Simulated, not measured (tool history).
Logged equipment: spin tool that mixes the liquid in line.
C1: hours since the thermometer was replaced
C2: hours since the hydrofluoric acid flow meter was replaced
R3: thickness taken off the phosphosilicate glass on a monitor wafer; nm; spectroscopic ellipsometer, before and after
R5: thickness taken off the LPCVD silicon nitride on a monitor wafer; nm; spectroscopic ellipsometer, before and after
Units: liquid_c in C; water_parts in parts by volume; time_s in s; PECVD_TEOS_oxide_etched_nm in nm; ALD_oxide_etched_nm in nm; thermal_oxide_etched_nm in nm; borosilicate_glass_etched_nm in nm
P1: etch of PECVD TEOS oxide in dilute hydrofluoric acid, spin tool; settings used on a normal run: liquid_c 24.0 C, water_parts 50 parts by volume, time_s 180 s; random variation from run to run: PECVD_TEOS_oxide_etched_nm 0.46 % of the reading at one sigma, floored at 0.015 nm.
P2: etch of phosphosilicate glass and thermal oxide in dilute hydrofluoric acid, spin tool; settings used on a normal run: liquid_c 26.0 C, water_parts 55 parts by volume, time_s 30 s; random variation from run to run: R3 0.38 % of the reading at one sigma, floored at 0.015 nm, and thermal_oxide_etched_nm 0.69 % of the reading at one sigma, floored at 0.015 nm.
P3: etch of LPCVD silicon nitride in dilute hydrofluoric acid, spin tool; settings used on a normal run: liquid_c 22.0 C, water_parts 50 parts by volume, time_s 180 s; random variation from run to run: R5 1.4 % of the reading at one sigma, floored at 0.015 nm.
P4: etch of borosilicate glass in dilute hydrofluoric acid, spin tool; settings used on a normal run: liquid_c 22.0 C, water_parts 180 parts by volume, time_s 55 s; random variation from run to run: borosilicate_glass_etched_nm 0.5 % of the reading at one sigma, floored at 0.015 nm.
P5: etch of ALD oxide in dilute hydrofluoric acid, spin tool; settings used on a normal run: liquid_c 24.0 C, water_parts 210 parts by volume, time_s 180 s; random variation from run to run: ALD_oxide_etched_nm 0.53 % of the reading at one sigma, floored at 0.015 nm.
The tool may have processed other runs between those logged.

{"run": 1, "day": 0.525, "process": "P1", "liquid_c": 24.0, "water_parts": 50, "time_s": 180, "C1": 829.5, "C2": 1385.1, "PECVD_TEOS_oxide_etched_nm": 36.403}
{"run": 2, "day": 0.8, "process": "P1", "liquid_c": 24.0, "water_parts": 75, "time_s": 180, "C1": 836.1, "C2": 1391.7, "PECVD_TEOS_oxide_etched_nm": 23.526}
{"run": 3, "day": 1.354, "process": "P1", "liquid_c": 29.5, "water_parts": 50, "time_s": 180, "C1": 849.4, "C2": 1405.0, "PECVD_TEOS_oxide_etched_nm": 45.568}
{"run": 4, "day": 1.646, "process": "P1", "liquid_c": 24.0, "water_parts": 50, "time_s": 180, "C1": 856.4, "C2": 1412.0, "PECVD_TEOS_oxide_etched_nm": 36.561}
{"run": 5, "day": 2.075, "process": "P1", "liquid_c": 24.0, "water_parts": 50, "time_s": 180, "C1": 866.7, "C2": 1422.3, "PECVD_TEOS_oxide_etched_nm": 36.36}
{"run": 6, "day": 2.329, "process": "P5", "liquid_c": 24.0, "water_parts": 210, "time_s": 15, "C1": 872.8, "C2": 1428.4, "ALD_oxide_etched_nm": 1.1777}
{"run": 7, "day": 2.675, "process": "P5", "liquid_c": 24.0, "water_parts": 210, "time_s": 180, "C1": 881.1, "C2": 1436.7, "ALD_oxide_etched_nm": 14.348}
{"run": 8, "day": 2.967, "process": "P1", "liquid_c": 17.0, "water_parts": 50, "time_s": 180, "C1": 888.1, "C2": 1443.7, "PECVD_TEOS_oxide_etched_nm": 27.213}
{"run": 9, "day": 3.404, "process": "P1", "liquid_c": 27.5, "water_parts": 70, "time_s": 180, "C1": 898.6, "C2": 1454.2, "PECVD_TEOS_oxide_etched_nm": 29.273}
{"run": 10, "day": 3.783, "process": "P1", "liquid_c": 24.0, "water_parts": 50, "time_s": 180, "C1": 907.7, "C2": 1463.3, "PECVD_TEOS_oxide_etched_nm": 36.551}
{"run": 11, "day": 4.125, "process": "P2", "liquid_c": 26.0, "water_parts": 55, "time_s": 30, "C1": 915.9, "C2": 1471.5, "R3": 61.531, "thermal_oxide_etched_nm": 3.1206}
{"run": 12, "day": 4.704, "process": "P2", "liquid_c": 22.0, "water_parts": 55, "time_s": 30, "C1": 929.8, "C2": 1485.4, "R3": 51.778, "thermal_oxide_etched_nm": 2.6294}
{"run": 13, "day": 5.05, "process": "P2", "liquid_c": 26.0, "water_parts": 55, "time_s": 30, "C1": 938.1, "C2": 1493.7, "R3": 61.43, "thermal_oxide_etched_nm": 3.0782}
{"run": 14, "day": 5.408, "process": "P3", "liquid_c": 22.0, "water_parts": 90, "time_s": 180, "C1": 946.7, "C2": 1502.3, "R5": 0.93351}
{"run": 15, "day": 5.783, "process": "P1", "liquid_c": 24.0, "water_parts": 50, "time_s": 180, "C1": 955.7, "C2": 1511.3, "PECVD_TEOS_oxide_etched_nm": 36.434}
{"run": 16, "day": 6.258, "process": "P2", "liquid_c": 26.0, "water_parts": 20, "time_s": 30, "C1": 967.1, "C2": 1522.7, "R3": 176.75, "thermal_oxide_etched_nm": 8.9182}
{"run": 17, "day": 6.617, "process": "P3", "liquid_c": 22.0, "water_parts": 50, "time_s": 180, "C1": 975.7, "C2": 1531.3, "R5": 1.5893}
{"run": 18, "day": 7.058, "process": "P5", "liquid_c": 17.0, "water_parts": 210, "time_s": 180, "C1": 986.3, "C2": 1541.9, "ALD_oxide_etched_nm": 10.789}
{"run": 19, "day": 7.329, "process": "P3", "liquid_c": 17.0, "water_parts": 50, "time_s": 180, "C1": 992.8, "C2": 1548.4, "R5": 1.1209}
{"run": 20, "day": 7.867, "process": "P5", "liquid_c": 24.0, "water_parts": 290, "time_s": 180, "C1": 1005.7, "C2": 1561.3, "ALD_oxide_etched_nm": 9.4938}
{"run": 21, "day": 8.225, "process": "P3", "liquid_c": 22.0, "water_parts": 50, "time_s": 180, "C1": 1014.3, "C2": 1569.9, "R5": 1.6106}
{"run": 22, "day": 8.704, "process": "P4", "liquid_c": 22.0, "water_parts": 180, "time_s": 110, "C1": 1025.8, "C2": 1581.4, "borosilicate_glass_etched_nm": 15.097}
{"run": 23, "day": 9.1, "process": "P5", "liquid_c": 24.0, "water_parts": 210, "time_s": 180, "C1": 1035.3, "C2": 1590.9, "ALD_oxide_etched_nm": 14.213}
{"run": 24, "day": 9.504, "process": "P1", "liquid_c": 24.0, "water_parts": 50, "time_s": 80, "C1": 1045.0, "C2": 1600.6, "PECVD_TEOS_oxide_etched_nm": 16.208}
{"run": 25, "day": 9.829, "process": "P1", "liquid_c": 24.0, "water_parts": 50, "time_s": 180, "C1": 1052.8, "C2": 1608.4, "PECVD_TEOS_oxide_etched_nm": 36.454}
{"run": 26, "day": 10.283, "process": "P1", "liquid_c": 24.0, "water_parts": 50, "time_s": 345, "C1": 1063.7, "C2": 1619.3, "PECVD_TEOS_oxide_etched_nm": 70.187}
{"run": 27, "day": 10.842, "process": "P4", "liquid_c": 22.0, "water_parts": 180, "time_s": 55, "C1": 1077.1, "C2": 1632.7, "borosilicate_glass_etched_nm": 7.5664}
{"run": 28, "day": 11.204, "process": "P1", "liquid_c": 24.0, "water_parts": 30, "time_s": 180, "C1": 1085.8, "C2": 1641.4, "PECVD_TEOS_oxide_etched_nm": 61.819}
{"run": 29, "day": 11.762, "process": "P4", "liquid_c": 18.5, "water_parts": 180, "time_s": 55, "C1": 1099.2, "C2": 1654.8, "borosilicate_glass_etched_nm": 6.5532}
{"run": 30, "day": 12.258, "process": "P1", "liquid_c": 24.0, "water_parts": 85, "time_s": 95, "C1": 1111.1, "C2": 1666.7, "PECVD_TEOS_oxide_etched_nm": 10.848}
{"day": 12.646, "done": "hydrofluoric acid flow meter replaced"}
{"run": 31, "day": 12.788, "process": "P1", "liquid_c": 24.0, "water_parts": 20, "time_s": 265, "C1": 1123.8, "C2": 3.4, "PECVD_TEOS_oxide_etched_nm": 139.21}
{"run": 32, "day": 13.121, "process": "P4", "liquid_c": 22.0, "water_parts": 55, "time_s": 55, "C1": 1131.8, "C2": 11.4, "borosilicate_glass_etched_nm": 28.505}
{"run": 33, "day": 13.567, "process": "P3", "liquid_c": 22.0, "water_parts": 50, "time_s": 270, "C1": 1142.5, "C2": 22.1, "R5": 2.4429}
{"run": 34, "day": 13.983, "process": "P2", "liquid_c": 26.0, "water_parts": 55, "time_s": 60, "C1": 1152.5, "C2": 32.1, "R3": 122.73, "thermal_oxide_etched_nm": 6.1697}
{"run": 35, "day": 14.275, "process": "P1", "liquid_c": 24.0, "water_parts": 50, "time_s": 180, "C1": 1159.5, "C2": 39.1, "PECVD_TEOS_oxide_etched_nm": 36.416}
{"run": 36, "day": 14.767, "process": "P1", "liquid_c": 24.0, "water_parts": 50, "time_s": 180, "C1": 1171.3, "C2": 50.9, "PECVD_TEOS_oxide_etched_nm": 35.133}
{"run": 37, "day": 15.138, "process": "P1", "liquid_c": 24.0, "water_parts": 50, "time_s": 180, "C1": 1180.2, "C2": 59.8, "PECVD_TEOS_oxide_etched_nm": 34.375}
{"run": 38, "day": 15.592, "process": "P1", "liquid_c": 24.0, "water_parts": 50, "time_s": 180, "C1": 1191.1, "C2": 70.7, "PECVD_TEOS_oxide_etched_nm": 34.226}
{"run": 39, "day": 16.0, "process": "P1", "liquid_c": 24.0, "water_parts": 50, "time_s": 180, "C1": 1200.9, "C2": 80.5, "PECVD_TEOS_oxide_etched_nm": 34.096}
{"run": 40, "day": 16.267, "process": "P1", "liquid_c": 24.0, "water_parts": 50, "time_s": 180, "C1": 1207.3, "C2": 86.9, "PECVD_TEOS_oxide_etched_nm": 33.842}
{"run": 41, "day": 16.638, "process": "P1", "liquid_c": 24.0, "water_parts": 50, "time_s": 180, "C1": 1216.2, "C2": 95.8, "PECVD_TEOS_oxide_etched_nm": 33.883}

P1 has crept away from where it was. The log is fitted equally well by each of these 2 causes, at the sizes shown:
A: liquid colder than its thermometer reads (K) = 1.72
B: hydrofluoric acid flow below the setpoint (%) = 6.43
Creep in the process output first set in at about day 14.275.

Consider the 4 check runs below, whose results appear as question marks and each of which averages 5 wafers. Which one distinguishes the causes, in that each cause would give it a clearly different result?
{"run": "check 1", "day": 17.008, "process": "P2", "liquid_c": 26.0, "water_parts": 30, "time_s": 30, "R3": "?", "thermal_oxide_etched_nm": "?"}
{"run": "check 2", "day": 17.008, "process": "P3", "liquid_c": 22.0, "water_parts": 50, "time_s": 270, "R5": "?"}
{"run": "check 3", "day": 17.008, "process": "P4", "liquid_c": 22.0, "water_parts": 60, "time_s": 55, "borosilicate_glass_etched_nm": "?"}
{"run": "check 4", "day": 17.008, "process": "P5", "liquid_c": 20.5, "water_parts": 210, "time_s": 15, "ALD_oxide_etched_nm": "?"}

What every check run would give for each of its results, assuming each possible cause in turn:
check=check_1 result=R3 if_A=108.470 if_B=108.690
check=check_1 result=thermal_oxide_etched_nm if_A=5.4513 if_B=5.4624
check=check_2 result=R5 if_A=2.16380 if_B=2.28280
check=check_3 result=borosilicate_glass_etched_nm if_A=24.2150 if_B=24.2230
check=check_4 result=ALD_oxide_etched_nm if_A=0.97327 if_B=0.95952
Gap, in per cent, between the two causes that each check separates least, read from the result that separates them most: check 1 0.2 %; check 2 5.36 %; check 3 0.04 %; check 4 1.42 %
The other checks would show nearly matching results whichever cause is true, so check 2 is the only one that separates the causes.

Check 2 was then run and gave: R5 2.15450 nm. Which cause is it?

The cause is A: liquid colder than its thermometer reads (K).
